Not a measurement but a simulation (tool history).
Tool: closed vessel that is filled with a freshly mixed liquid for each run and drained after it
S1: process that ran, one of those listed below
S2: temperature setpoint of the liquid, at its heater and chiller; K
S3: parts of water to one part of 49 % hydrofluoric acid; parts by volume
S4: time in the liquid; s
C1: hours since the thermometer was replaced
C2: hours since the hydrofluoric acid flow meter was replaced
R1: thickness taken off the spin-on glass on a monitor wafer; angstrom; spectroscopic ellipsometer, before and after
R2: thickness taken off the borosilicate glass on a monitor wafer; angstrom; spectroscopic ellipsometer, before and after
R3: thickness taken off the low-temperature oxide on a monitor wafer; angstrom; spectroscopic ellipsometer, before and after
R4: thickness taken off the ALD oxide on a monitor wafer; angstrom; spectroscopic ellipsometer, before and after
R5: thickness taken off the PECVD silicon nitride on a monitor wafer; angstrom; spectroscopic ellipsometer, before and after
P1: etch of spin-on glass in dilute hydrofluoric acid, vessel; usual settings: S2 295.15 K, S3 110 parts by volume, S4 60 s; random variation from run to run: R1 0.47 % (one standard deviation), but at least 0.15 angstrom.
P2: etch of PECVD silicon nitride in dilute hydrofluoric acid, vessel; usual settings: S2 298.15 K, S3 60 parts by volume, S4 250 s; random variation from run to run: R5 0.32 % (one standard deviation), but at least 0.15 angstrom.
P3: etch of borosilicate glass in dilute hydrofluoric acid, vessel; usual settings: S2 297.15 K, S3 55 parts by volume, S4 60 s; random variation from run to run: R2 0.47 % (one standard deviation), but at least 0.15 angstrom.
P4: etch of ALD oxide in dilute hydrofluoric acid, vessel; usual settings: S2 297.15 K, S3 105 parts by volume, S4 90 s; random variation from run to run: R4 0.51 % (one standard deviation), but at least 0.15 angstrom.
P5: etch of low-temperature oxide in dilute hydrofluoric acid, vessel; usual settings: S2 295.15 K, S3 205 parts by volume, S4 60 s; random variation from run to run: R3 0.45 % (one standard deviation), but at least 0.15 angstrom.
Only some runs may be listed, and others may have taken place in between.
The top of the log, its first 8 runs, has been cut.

Run 9, day 1.704: S1 P1, S2 295.15 K, S3 110 parts by volume, S4 60 s; C1 1998.4; C2 428.5. Result: R1 356.03 angstrom.
Run 10, day 1.958: S1 P1, S2 290.15 K, S3 110 parts by volume, S4 60 s; C1 2004.5; C2 434.6. Result: R1 288.41 angstrom.
Run 11, day 2.196: S1 P2, S2 298.15 K, S3 60 parts by volume, S4 30 s; C1 2010.2; C2 440.3. Result: R5 20.371 angstrom.
Run 12, day 2.408: S1 P1, S2 295.15 K, S3 110 parts by volume, S4 60 s; C1 2015.3; C2 445.4. Result: R1 354.17 angstrom.
Run 13, day 2.588: S1 P5, S2 295.15 K, S3 365 parts by volume, S4 60 s; C1 2019.6; C2 449.7. Result: R3 24.462 angstrom.
Run 14, day 2.796: S1 P4, S2 297.15 K, S3 105 parts by volume, S4 90 s; C1 2024.6; C2 454.7. Result: R4 144.96 angstrom.
Run 15, day 3.038: S1 P2, S2 298.15 K, S3 20 parts by volume, S4 250 s; C1 2030.4; C2 460.5. Result: R5 499.17 angstrom.
Run 16, day 3.221: S1 P3, S2 304.65 K, S3 55 parts by volume, S4 60 s; C1 2034.8; C2 464.9. Result: R2 518.28 angstrom.
Run 17, day 3.371: S1 P1, S2 295.15 K, S3 110 parts by volume, S4 60 s; C1 2038.4; C2 468.5. Result: R1 357.36 angstrom.
Run 18, day 3.525: S1 P1, S2 295.15 K, S3 40 parts by volume, S4 60 s; C1 2042.1; C2 472.2. Result: R1 1061.6 angstrom.
Run 19, day 3.696: S1 P5, S2 295.15 K, S3 205 parts by volume, S4 60 s; C1 2046.2; C2 476.3. Result: R3 50.225 angstrom.
Run 20, day 3.942: S1 P2, S2 298.15 K, S3 60 parts by volume, S4 250 s; C1 2052.1; C2 482.2. Result: R5 172.3 angstrom.
Run 21, day 4.075: S1 P1, S2 291.15 K, S3 110 parts by volume, S4 30 s; C1 2055.3; C2 485.4. Result: R1 149.76 angstrom.
Run 22, day 4.25: S1 P4, S2 290.15 K, S3 105 parts by volume, S4 90 s; C1 2059.5; C2 489.6. Result: R4 109.36 angstrom.
Run 23, day 4.388: S1 P1, S2 295.15 K, S3 110 parts by volume, S4 60 s; C1 2062.8; C2 492.9. Result: R1 349.43 angstrom.
Run 24, day 4.525: S1 P5, S2 295.15 K, S3 205 parts by volume, S4 120 s; C1 2066.1; C2 496.2. Result: R3 102.36 angstrom.
Run 25, day 4.754: S1 P1, S2 295.15 K, S3 110 parts by volume, S4 60 s; C1 2071.6; C2 501.7. Result: R1 355.11 angstrom.
Run 26, day 4.933: S1 P2, S2 304.65 K, S3 60 parts by volume, S4 250 s; C1 2075.9; C2 506. Result: R5 262.02 angstrom.

What will run 27 give?
Run 27, day 5.204: S1 P4, S2 297.15 K, S3 40 parts by volume, S4 90 s; C1 2082.4; C2 512.5. Result: R4 ?.

Run 27 yielded R4 418.39 angstrom.

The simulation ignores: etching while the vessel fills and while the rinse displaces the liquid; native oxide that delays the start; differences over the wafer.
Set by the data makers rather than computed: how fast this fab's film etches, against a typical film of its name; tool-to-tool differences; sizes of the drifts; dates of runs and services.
